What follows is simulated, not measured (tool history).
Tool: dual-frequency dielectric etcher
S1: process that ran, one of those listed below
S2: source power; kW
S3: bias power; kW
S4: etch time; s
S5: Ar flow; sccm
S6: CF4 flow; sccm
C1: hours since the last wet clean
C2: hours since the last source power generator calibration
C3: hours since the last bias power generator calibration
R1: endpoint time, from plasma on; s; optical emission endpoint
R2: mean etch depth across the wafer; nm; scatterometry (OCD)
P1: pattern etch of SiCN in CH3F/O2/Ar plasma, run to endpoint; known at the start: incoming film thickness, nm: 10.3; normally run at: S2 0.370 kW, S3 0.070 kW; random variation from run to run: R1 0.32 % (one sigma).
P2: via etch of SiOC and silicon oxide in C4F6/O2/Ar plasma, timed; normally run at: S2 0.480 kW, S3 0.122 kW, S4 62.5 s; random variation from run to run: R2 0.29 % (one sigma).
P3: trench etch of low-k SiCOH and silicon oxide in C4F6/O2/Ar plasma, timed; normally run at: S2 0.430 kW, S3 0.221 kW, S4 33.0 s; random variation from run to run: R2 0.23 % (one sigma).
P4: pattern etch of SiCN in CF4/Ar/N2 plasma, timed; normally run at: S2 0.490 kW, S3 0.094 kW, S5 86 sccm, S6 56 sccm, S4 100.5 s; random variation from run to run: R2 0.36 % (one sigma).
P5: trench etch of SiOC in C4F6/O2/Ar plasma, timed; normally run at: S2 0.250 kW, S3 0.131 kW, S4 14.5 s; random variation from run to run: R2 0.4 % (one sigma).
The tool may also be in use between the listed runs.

| run | day | S1 | S2 | S3 | S4 | S5 | S6 | C1 | C2 | C3 | R1 | R2 |
|---|---|---|---|---|---|---|---|---|---|---|---|---|
| 1 | 0.133 | P1 | 0.370 | 0.070 |  |  |  | 151.1 | 1686.6 | 1979.8 | 28.772 |  |
| 2 | 0.358 | P1 | 0.370 | 0.070 |  |  |  | 156.5 | 1692.0 | 1985.2 | 29.044 |  |
| 3 | 0.571 | P5 | 0.250 | 0.182 | 14.5 |  |  | 161.6 | 1697.1 | 1990.3 |  | 24.812 |
| 4 | 0.788 | P4 | 0.690 | 0.094 | 100.5 | 86 | 56 | 166.8 | 1702.3 | 1995.5 |  | 139.030 |
| 5 | 0.967 | P2 | 0.480 | 0.122 | 62.5 |  |  | 171.1 | 1706.6 | 1999.8 |  | 68.293 |
| 6 | 1.100 | P5 | 0.330 | 0.131 | 14.5 |  |  | 174.3 | 1709.8 | 2003.0 |  | 24.833 |
| 7 | 1.258 | P2 | 0.480 | 0.122 | 62.5 |  |  | 178.1 | 1713.6 | 2006.8 |  | 68.363 |
| 8 | 1.533 | P1 | 0.370 | 0.070 |  |  |  | 184.7 | 1720.2 | 2013.4 | 28.905 |  |
| 9 | 1.758 | P1 | 0.370 | 0.070 |  |  |  | 190.1 | 1725.6 | 2018.8 | 28.628 |  |
| 10 | 2.033 | P5 | 0.250 | 0.131 | 14.5 |  |  | 196.7 | 1732.2 | 2025.4 |  | 22.457 |
| 11 | 2.212 | P1 | 0.230 | 0.083 |  |  |  | 201.0 | 1736.5 | 2029.7 | 32.490 |  |
| 12 | 2.512 | P1 | 0.450 | 0.070 |  |  |  | 208.2 | 1743.7 | 2036.9 | 26.688 |  |
| 13 | 2.646 | P1 | 0.370 | 0.070 |  |  |  | 211.4 | 1746.9 | 2040.1 | 29.028 |  |
| 14 | 2.904 | P4 | 0.490 | 0.056 | 100.5 | 86 | 56 | 217.6 | 1753.1 | 2046.3 |  | 85.637 |
| 15 | 3.150 | P3 | 0.430 | 0.221 | 33.0 |  |  | 223.5 | 1759.0 | 2052.2 |  | 108.990 |
| 16 | 3.400 | P4 | 0.490 | 0.094 | 100.5 | 67 | 56 | 229.5 | 1765.0 | 2058.2 |  | 105.390 |
| 17 | 3.554 | P3 | 0.430 | 0.221 | 24.0 |  |  | 233.2 | 1768.7 | 2061.9 |  | 79.184 |
| 18 | 3.767 | P5 | 0.250 | 0.131 | 14.5 |  |  | 238.3 | 1773.8 | 2067.0 |  | 22.255 |
| 19 | 3.925 | P3 | 0.520 | 0.221 | 33.0 |  |  | 242.1 | 1777.6 | 2070.8 |  | 116.780 |
| 20 | 4.096 | P5 | 0.250 | 0.131 | 21.5 |  |  | 246.2 | 1781.7 | 2074.9 |  | 33.074 |
| 21 | 4.250 | P1 | 0.370 | 0.052 |  |  |  | 249.9 | 1785.4 | 2078.6 | 31.856 |  |
| 22 | 4.504 | P4 | 0.490 | 0.094 | 100.5 | 86 | 69 | 256.0 | 1791.5 | 2084.7 |  | 104.870 |
|  | 4.767 | bias power generator calibrated |
| 23 | 4.767 | P1 | 0.480 | 0.083 |  |  |  | 262.3 | 1797.8 | 0.0 | 24.568 |  |
| 24 | 4.925 | P3 | 0.430 | 0.148 | 33.0 |  |  | 266.1 | 1801.6 | 3.8 |  | 96.333 |
| 25 | 5.092 | P4 | 0.490 | 0.094 | 100.5 | 86 | 56 | 270.1 | 1805.6 | 7.8 |  | 101.200 |
| 26 | 5.308 | P4 | 0.490 | 0.094 | 100.5 | 86 | 56 | 275.3 | 1810.8 | 13.0 |  | 102.140 |
| 27 | 5.592 | P2 | 0.480 | 0.122 | 83.5 |  |  | 282.1 | 1817.6 | 19.8 |  | 91.345 |
| 28 | 5.875 | P1 | 0.270 | 0.070 |  |  |  | 288.9 | 1824.4 | 26.6 | 32.625 |  |
| 29 | 6.138 | P1 | 0.370 | 0.089 |  |  |  | 295.2 | 1830.7 | 32.9 | 26.558 |  |
| 30 | 6.433 | P1 | 0.370 | 0.070 |  |  |  | 302.3 | 1837.8 | 40.0 | 28.884 |  |
| 31 | 6.638 | P4 | 0.490 | 0.094 | 139.0 | 86 | 56 | 307.2 | 1842.7 | 44.9 |  | 141.590 |
| 32 | 6.821 | P2 | 0.680 | 0.122 | 62.5 |  |  | 311.6 | 1847.1 | 49.3 |  | 78.341 |
| 33 | 7.062 | P3 | 0.430 | 0.221 | 33.0 |  |  | 317.4 | 1852.9 | 55.1 |  | 108.370 |
| 34 | 7.312 | P2 | 0.480 | 0.074 | 62.5 |  |  | 323.4 | 1858.9 | 61.1 |  | 59.400 |
| 35 | 7.488 | P1 | 0.370 | 0.070 |  |  |  | 327.6 | 1863.1 | 65.3 | 28.891 |  |
| 36 | 7.746 | P1 | 0.370 | 0.070 |  |  |  | 333.8 | 1869.3 | 71.5 | 28.795 |  |
| 37 | 7.892 | P1 | 0.370 | 0.070 |  |  |  | 337.3 | 1872.8 | 75.0 | 29.101 |  |
| 38 | 8.175 | P1 | 0.370 | 0.070 |  |  |  | 344.1 | 1879.6 | 81.8 | 29.232 |  |
| 39 | 8.454 | P1 | 0.370 | 0.070 |  |  |  | 350.8 | 1886.3 | 88.5 | 29.301 |  |
|  | 8.492 | wet clean of the chamber |
| 40 | 8.725 | P1 | 0.370 | 0.070 |  |  |  | 5.7 | 1892.8 | 95.0 | 29.310 |  |
| 41 | 8.912 | P1 | 0.370 | 0.070 |  |  |  | 10.2 | 1897.3 | 99.5 | 29.418 |  |
| 42 | 9.138 | P1 | 0.370 | 0.070 |  |  |  | 15.6 | 1902.7 | 104.9 | 29.494 |  |
| 43 | 9.333 | P1 | 0.370 | 0.070 |  |  |  | 20.3 | 1907.4 | 109.6 | 29.313 |  |
| 44 | 9.462 | P1 | 0.370 | 0.070 |  |  |  | 23.4 | 1910.5 | 112.7 | 29.300 |  |

What P1 gives has crept away from where it was. These 2 causes fit the log equally well, each at the size given:
A: source power that arrives under what is set, % = 4.52
B: bias power that arrives under what is set, % = 4.82
The creep began at about day 7.488.
Why every other cause is out:
chamber walls in a state that lowers the etch rate, %: serviced at day 8.492, which brought nothing back

4 check runs are offered, each on 2 wafers whose results are averaged, their results left as question marks. Which one tells the causes apart?
| check 1 | 9.592 | P4 | 0.660 | 0.094 | 100.5 | 86 | 56 |  |  |  |  | ? |
| check 2 | 9.592 | P2 | 0.590 | 0.122 | 62.5 |  |  |  |  |  |  | ? |
| check 3 | 9.592 | P3 | 0.430 | 0.156 | 33.0 |  |  |  |  |  |  | ? |
| check 4 | 9.592 | P5 | 0.250 | 0.180 | 14.5 |  |  |  |  |  |  | ? |

What each check would give under each cause:
| check | result | if A | if B |
|---|---|---|---|
| check 1 | R2 | 127.250 | 130.180 |
| check 2 | R2 | 72.680 | 73.011 |
| check 3 | R2 | 95.662 | 95.975 |
| check 4 | R2 | 24.275 | 24.317 |
How far apart the two closest causes lie, in the result that separates them most: check 1 2.27 %; check 2 0.45 %; check 3 0.33 %; check 4 0.17 %
Only check 1 tells the causes apart: in the others they would give nearly the same result.

Check 1 was then run and gave: R2 130.080 nm. Which cause is it?

It is B: bias power that arrives under what is set, %.
